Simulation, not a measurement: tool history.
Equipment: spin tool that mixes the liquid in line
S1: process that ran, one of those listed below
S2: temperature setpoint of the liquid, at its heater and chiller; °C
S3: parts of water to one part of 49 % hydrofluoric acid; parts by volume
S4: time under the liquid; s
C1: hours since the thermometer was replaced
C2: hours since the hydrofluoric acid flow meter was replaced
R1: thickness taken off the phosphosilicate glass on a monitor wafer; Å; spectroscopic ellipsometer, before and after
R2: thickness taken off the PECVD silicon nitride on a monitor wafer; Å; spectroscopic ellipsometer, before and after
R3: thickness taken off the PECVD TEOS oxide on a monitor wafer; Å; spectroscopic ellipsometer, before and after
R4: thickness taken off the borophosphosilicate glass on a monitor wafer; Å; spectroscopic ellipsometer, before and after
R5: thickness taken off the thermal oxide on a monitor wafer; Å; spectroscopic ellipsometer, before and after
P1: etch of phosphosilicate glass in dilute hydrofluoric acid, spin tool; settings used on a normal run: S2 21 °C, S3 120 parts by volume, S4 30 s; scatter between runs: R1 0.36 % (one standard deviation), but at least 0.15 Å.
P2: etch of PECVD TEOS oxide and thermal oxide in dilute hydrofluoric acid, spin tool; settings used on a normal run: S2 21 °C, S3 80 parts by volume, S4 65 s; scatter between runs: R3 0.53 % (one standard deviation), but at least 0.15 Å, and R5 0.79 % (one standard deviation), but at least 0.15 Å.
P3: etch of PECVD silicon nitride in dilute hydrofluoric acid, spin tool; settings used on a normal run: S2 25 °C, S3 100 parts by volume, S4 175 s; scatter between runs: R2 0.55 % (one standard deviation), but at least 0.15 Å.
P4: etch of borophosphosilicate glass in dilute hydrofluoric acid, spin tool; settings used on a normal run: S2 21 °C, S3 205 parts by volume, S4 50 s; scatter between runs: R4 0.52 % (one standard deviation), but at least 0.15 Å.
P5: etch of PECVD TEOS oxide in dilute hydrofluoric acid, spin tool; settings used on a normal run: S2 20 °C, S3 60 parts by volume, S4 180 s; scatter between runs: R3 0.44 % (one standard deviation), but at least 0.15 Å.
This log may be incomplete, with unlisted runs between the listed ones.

| run | day | S1 | S2 | S3 | S4 | C1 | C2 | R1 | R2 | R3 | R4 | R5 |
|---|---|---|---|---|---|---|---|---|---|---|---|---|
| 1 | 0.254 | P1 | 21 | 120 | 30 | 324.2 | 398.2 | 144.47 |  |  |  |  |
| 2 | 0.408 | P1 | 21 | 120 | 30 | 327.9 | 401.9 | 145.08 |  |  |  |  |
| 3 | 0.654 | P3 | 25 | 100 | 20 | 333.8 | 407.8 |  | 8.3257 |  |  |  |
| 4 | 0.821 | P3 | 19.5 | 100 | 175 | 337.8 | 411.8 |  | 50.62 |  |  |  |
| 5 | 0.975 | P1 | 21 | 120 | 30 | 341.5 | 415.5 | 145.62 |  |  |  |  |
| 6 | 1.212 | P1 | 26.5 | 120 | 30 | 347.2 | 421.2 | 179.88 |  |  |  |  |
| 7 | 1.429 | P3 | 25 | 35 | 175 | 352.4 | 426.4 |  | 206.87 |  |  |  |
| 8 | 1.575 | P5 | 25 | 60 | 180 | 355.9 | 429.9 |  |  | 341.53 |  |  |
| 9 | 1.696 | P1 | 21 | 120 | 50 | 358.8 | 432.8 | 240.38 |  |  |  |  |
| 10 | 1.888 | P4 | 21 | 325 | 50 | 363.4 | 437.4 |  |  |  | 32.764 |  |
| 11 | 2.05 | P5 | 20 | 90 | 180 | 367.3 | 441.3 |  |  | 177.57 |  |  |
| 12 | 2.321 | P1 | 21 | 120 | 15 | 373.8 | 447.8 | 72.544 |  |  |  |  |
| 13 | 2.488 | P2 | 21 | 80 | 65 | 377.8 | 451.8 |  |  | 111.2 |  | 35.216 |
|  | 2.579 | thermometer replaced |
| 14 | 2.712 | P4 | 21 | 205 | 75 | 3.3 | 457.2 |  |  |  | 86.271 |  |
| 15 | 2.846 | P2 | 21 | 80 | 25 | 6.5 | 460.4 |  |  | 42.679 |  | 13.631 |
| 16 | 3.054 | P1 | 17 | 120 | 30 | 11.5 | 465.4 | 123.28 |  |  |  |  |
| 17 | 3.279 | P5 | 20 | 60 | 180 | 16.9 | 470.8 |  |  | 278.45 |  |  |
| 18 | 3.508 | P1 | 21 | 120 | 30 | 22.4 | 476.3 | 145.52 |  |  |  |  |
| 19 | 3.721 | P1 | 21 | 210 | 55 | 27.5 | 481.4 | 138.84 |  |  |  |  |
| 20 | 3.917 | P4 | 21 | 205 | 50 | 32.2 | 486.1 |  |  |  | 57.77 |  |
| 21 | 4.075 | P4 | 27 | 205 | 50 | 36 | 489.9 |  |  |  | 72.181 |  |
| 22 | 4.208 | P2 | 21 | 145 | 65 | 39.2 | 493.1 |  |  | 57.128 |  | 18.013 |
| 23 | 4.421 | P1 | 21 | 120 | 30 | 44.3 | 498.2 | 144.55 |  |  |  |  |
| 24 | 4.617 | P5 | 20 | 60 | 60 | 49 | 502.9 |  |  | 92.15 |  |  |
| 25 | 4.858 | P1 | 21 | 210 | 30 | 54.8 | 508.7 | 75.294 |  |  |  |  |
| 26 | 5.05 | P1 | 21 | 40 | 30 | 59.4 | 513.3 | 480.21 |  |  |  |  |
| 27 | 5.25 | P3 | 25 | 100 | 175 | 64.2 | 518.1 |  | 73.016 |  |  |  |
| 28 | 5.425 | P2 | 29 | 80 | 65 | 68.4 | 522.3 |  |  | 152.02 |  | 47.863 |
| 29 | 5.65 | P1 | 21 | 120 | 30 | 73.8 | 527.7 | 144.63 |  |  |  |  |
| 30 | 5.8 | P1 | 21 | 120 | 30 | 77.4 | 531.3 | 150.16 |  |  |  |  |
| 31 | 5.95 | P1 | 21 | 120 | 30 | 81 | 534.9 | 153.8 |  |  |  |  |
| 32 | 6.079 | P1 | 21 | 120 | 30 | 84.1 | 538 | 154.24 |  |  |  |  |
| 33 | 6.196 | P1 | 21 | 120 | 30 | 86.9 | 540.8 | 154.8 |  |  |  |  |
| 34 | 6.45 | P1 | 21 | 120 | 30 | 93 | 546.9 | 156.34 |  |  |  |  |
| 35 | 6.571 | P1 | 21 | 120 | 30 | 95.9 | 549.8 | 156.62 |  |  |  |  |
| 36 | 6.779 | P1 | 21 | 120 | 30 | 100.9 | 554.8 | 156.82 |  |  |  |  |

Something has made what P1 gives creep away from where it was; the 2 causes below, each at its own stated size, fit the log equally well:
A: liquid hotter than its thermometer reads (K) = 1.95
B: hydrofluoric acid flow above the setpoint (%) = 7.11
The creep began at about day 5.65.

Of the 4 check runs listed below, each run on one wafer and each result written as a question mark, which would let you distinguish the listed causes because they would give clearly different results?
| check 1 | 6.988 | P2 | 21 | 80 | 65 |  |  |  |  | ? |  | ? |
| check 2 | 6.988 | P3 | 25 | 100 | 175 |  |  |  | ? |  |  |  |
| check 3 | 6.988 | P4 | 21 | 205 | 50 |  |  |  |  |  | ? |  |
| check 4 | 6.988 | P5 | 20 | 60 | 180 |  |  |  |  | ? |  |  |

If the cause were each of the candidates in turn, the checks would give the following:
| check | result | if A | if B |
|---|---|---|---|
| check 1 | R3 | 120.19 | 119.61 |
| check 1 | R5 | 38.195 | 38.012 |
| check 2 | R2 | 82.965 | 78.255 |
| check 3 | R4 | 62.218 | 62.776 |
| check 4 | R3 | 300.81 | 298.35 |
Distance between the nearest two causes, measured in the result of the check that separates them most: check 1 0.48 %; check 2 5.85 %; check 3 0.89 %; check 4 0.82 %
The causes can be told apart only by check 2. The other checks would give nearly the same results under each of them.

The results of check 2 are: R2 83.358 Å. Based on these, which of the listed causes is it?

Of the candidate causes, it is A: liquid hotter than its thermometer reads (K).
